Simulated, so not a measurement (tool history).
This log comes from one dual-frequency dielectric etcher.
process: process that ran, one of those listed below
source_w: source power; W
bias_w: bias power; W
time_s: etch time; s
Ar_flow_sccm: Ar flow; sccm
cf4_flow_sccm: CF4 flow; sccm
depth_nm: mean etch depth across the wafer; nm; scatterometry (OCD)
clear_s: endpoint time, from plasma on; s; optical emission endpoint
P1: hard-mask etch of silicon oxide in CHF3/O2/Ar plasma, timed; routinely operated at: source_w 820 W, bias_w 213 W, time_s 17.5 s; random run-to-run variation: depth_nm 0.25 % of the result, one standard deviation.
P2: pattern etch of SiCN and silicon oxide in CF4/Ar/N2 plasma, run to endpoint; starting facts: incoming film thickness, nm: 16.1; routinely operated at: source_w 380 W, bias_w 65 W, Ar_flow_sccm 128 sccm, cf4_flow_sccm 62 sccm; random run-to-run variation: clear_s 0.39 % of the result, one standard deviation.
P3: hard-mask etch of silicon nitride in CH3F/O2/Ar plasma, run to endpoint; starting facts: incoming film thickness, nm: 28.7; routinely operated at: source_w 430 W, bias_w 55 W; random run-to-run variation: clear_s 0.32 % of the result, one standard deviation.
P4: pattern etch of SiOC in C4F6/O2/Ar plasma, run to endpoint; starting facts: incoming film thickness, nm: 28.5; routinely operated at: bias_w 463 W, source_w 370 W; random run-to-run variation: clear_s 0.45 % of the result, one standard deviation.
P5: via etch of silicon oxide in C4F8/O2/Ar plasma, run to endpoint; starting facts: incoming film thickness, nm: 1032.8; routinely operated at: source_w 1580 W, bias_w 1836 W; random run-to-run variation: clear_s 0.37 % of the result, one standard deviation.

run,hour,process,source_w,bias_w,time_s,Ar_flow_sccm,cf4_flow_sccm,depth_nm,clear_s
1,8.7,P1,820,213,17.5,,,42.157,
2,18.1,P1,820,213,13.0,,,31.306,
3,27.6,P1,820,213,17.5,,,41.965,
4,38.0,P1,520,213,17.5,,,35.387,
5,46.0,P3,430,55,,,,,44.1400
6,52.0,P1,820,213,24.5,,,59.092,
7,59.0,P1,820,213,17.5,,,41.988,
8,66.6,P2,380,65,,128,86,,23.2290
9,75.4,P3,540,55,,,,,40.5160
10,81.1,P5,1580,1167,,,,,260.5200
11,90.2,P4,370,463,,,,,9.8894
12,98.8,P1,820,213,17.5,,,41.959,
13,105.6,P1,820,263,17.5,,,45.136,
14,115.3,P2,220,65,,128,62,,39.3560
15,120.5,P5,970,1836,,,,,280.6600
16,129.5,P3,430,32,,,,,51.6180
17,134.8,P3,430,55,,,,,44.2170
18,141.0,P2,380,65,,128,62,,24.2700
19,150.8,P2,380,65,,89,62,,22.8790
20,157.9,P1,820,213,17.5,,,42.177,
21,166.4,P4,370,463,,,,,9.9180
22,174.6,P4,370,295,,,,,11.6300
23,183.8,P1,820,213,17.5,,,42.294,
24,192.0,P1,1010,213,17.5,,,45.705,
25,202.2,P4,510,463,,,,,8.8205
26,210.9,P5,1580,1836,,,,,233.6200
27,218.4,P1,820,285,13.5,,,35.943,
28,228.4,P2,380,92,,128,62,,21.4770

Run 29, settings as shown, results not yet in. Your forecast:
29,233.9,P1,820,150,17.5,,,?,

{"run 29": {"depth_nm": 37.568}}
